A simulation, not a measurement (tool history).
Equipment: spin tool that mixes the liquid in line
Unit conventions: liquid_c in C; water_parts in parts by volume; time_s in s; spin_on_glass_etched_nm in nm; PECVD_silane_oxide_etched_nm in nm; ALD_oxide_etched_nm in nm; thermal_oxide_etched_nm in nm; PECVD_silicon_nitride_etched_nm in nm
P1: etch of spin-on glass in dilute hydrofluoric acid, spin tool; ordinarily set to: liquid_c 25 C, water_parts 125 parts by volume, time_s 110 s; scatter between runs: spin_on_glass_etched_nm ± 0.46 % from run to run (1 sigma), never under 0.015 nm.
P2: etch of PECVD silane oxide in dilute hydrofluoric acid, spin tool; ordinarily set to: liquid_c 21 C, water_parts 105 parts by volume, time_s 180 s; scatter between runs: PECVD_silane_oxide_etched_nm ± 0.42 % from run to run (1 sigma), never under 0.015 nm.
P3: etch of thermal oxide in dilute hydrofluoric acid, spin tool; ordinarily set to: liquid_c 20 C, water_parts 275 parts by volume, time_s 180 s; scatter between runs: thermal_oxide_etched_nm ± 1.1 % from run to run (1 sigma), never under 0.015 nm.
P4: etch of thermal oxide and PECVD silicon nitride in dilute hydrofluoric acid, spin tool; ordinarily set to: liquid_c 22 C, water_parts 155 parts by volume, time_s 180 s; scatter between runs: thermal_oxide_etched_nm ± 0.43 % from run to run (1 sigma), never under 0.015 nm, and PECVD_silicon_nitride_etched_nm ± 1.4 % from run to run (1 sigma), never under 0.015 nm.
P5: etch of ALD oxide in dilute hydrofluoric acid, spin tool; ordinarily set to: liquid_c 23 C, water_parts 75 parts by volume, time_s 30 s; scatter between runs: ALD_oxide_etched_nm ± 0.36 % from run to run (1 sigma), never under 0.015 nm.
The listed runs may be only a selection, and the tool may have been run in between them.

run	day	process	liquid_c	water_parts	time_s	spin_on_glass_etched_nm	PECVD_silane_oxide_etched_nm	ALD_oxide_etched_nm	thermal_oxide_etched_nm	PECVD_silicon_nitride_etched_nm
1	0.671	P1	25	125	110	54.759				
2	1.196	P1	25	125	110	54.574				
3	1.575	P1	25	185	110	34.644				
4	2.175	P2	17	105	180		26.043			
5	2.546	P1	25	125	110	54.606				
6	3.283	P1	25	125	60	29.991				
7	3.967	P5	23	135	30			3.8131		
8	4.512	P1	25	125	110	54.937				
9	5.038	P2	21	105	345		58.991			
10	5.575	P5	23	75	30			7.2759		
11	6.092	P3	20	480	180				1.0105	
12	6.55	P1	25	70	110	104.74				
13	7.004	P2	21	105	180		30.557			
14	7.696	P1	25	170	175	60.991				
15	8.038	P1	30	125	110	66.442				
16	8.667	P4	29	155	180				6.1762	2.6394
17	9.15	P1	25	125	110	55.311				
18	9.75	P2	21	105	180		30.845			
19	10.267	P1	25	220	205	52.247				
20	10.7	P4	22	155	365				9.644	3.4296
21	11.392	P1	18	165	110	30.452				
22	12.058	P5	30	75	30			9.5598		
23	12.504	P3	17	275	180				1.8443	
24	13.05	P1	25	125	110	55.197				
25	13.454	P4	22	290	180				2.2081	0.92522
26	14.171	P3	20	275	355				4.071	
27	14.65	P1	25	125	190	95.172				
28	15.358	P2	21	165	180		18.309			
29	15.733	P1	19	125	110	43.115				
30	16.392	P5	23	75	15			3.6289		
31	16.833	P3	20	275	180				2.1004	
32	17.425	P4	22	155	180				4.772	1.7163
33	18.008	P1	25	125	110	55.137				
34	18.671	P1	25	125	110	57.227				
35	19.104	P1	25	125	110	57.969				
36	19.512	P1	25	125	110	59.171				
37	19.888	P1	25	125	110	59.007				
38	20.262	P1	25	125	110	59.63				
39	20.712	P1	25	125	110	59.539				
40	21.35	P1	25	125	110	60.174				
41	21.729	P1	25	125	110	60.143				
42	22.221	P1	25	125	110	60.167				

P1 has crept away from where it was. The log is fitted equally well by each of these 2 causes, at the sizes shown:
A: liquid hotter than its thermometer reads (K) = 2.36
B: hydrofluoric acid flow above the setpoint (%) = 8.14
The process output started creeping at around day 18.008.

The 4 check runs listed below each average the results of 3 wafers, and their outcomes are marked with question marks. Under which run would the listed causes produce clearly different results?
check 1	22.712	P5	23	110	30			?		
check 2	22.712	P2	21	135	180		?			
check 3	22.712	P3	17	275	345				?	
check 4	22.712	P4	22	250	295				?	?

Expected result of each check under each candidate cause:
check	result	if A	if B
check 1	ALD_oxide_etched_nm	5.2074	5.1837
check 2	PECVD_silane_oxide_etched_nm	25.341	25.253
check 3	thermal_oxide_etched_nm	3.8788	3.9053
check 4	thermal_oxide_etched_nm	4.7463	4.8012
check 4	PECVD_silicon_nitride_etched_nm	2.0202	1.8817
Per-check spread between the two closest causes, in the result where they differ most: check 1 0.46 %; check 2 0.34 %; check 3 0.68 %; check 4 7.1 %
The causes can be told apart only by check 4. The other checks would give nearly the same results under each of them.

Running check 4 produced the following: thermal_oxide_etched_nm 4.7516 nm; PECVD_silicon_nitride_etched_nm 2.0177 nm. Which one of the listed causes fits?

It was cause A: liquid hotter than its thermometer reads (K).
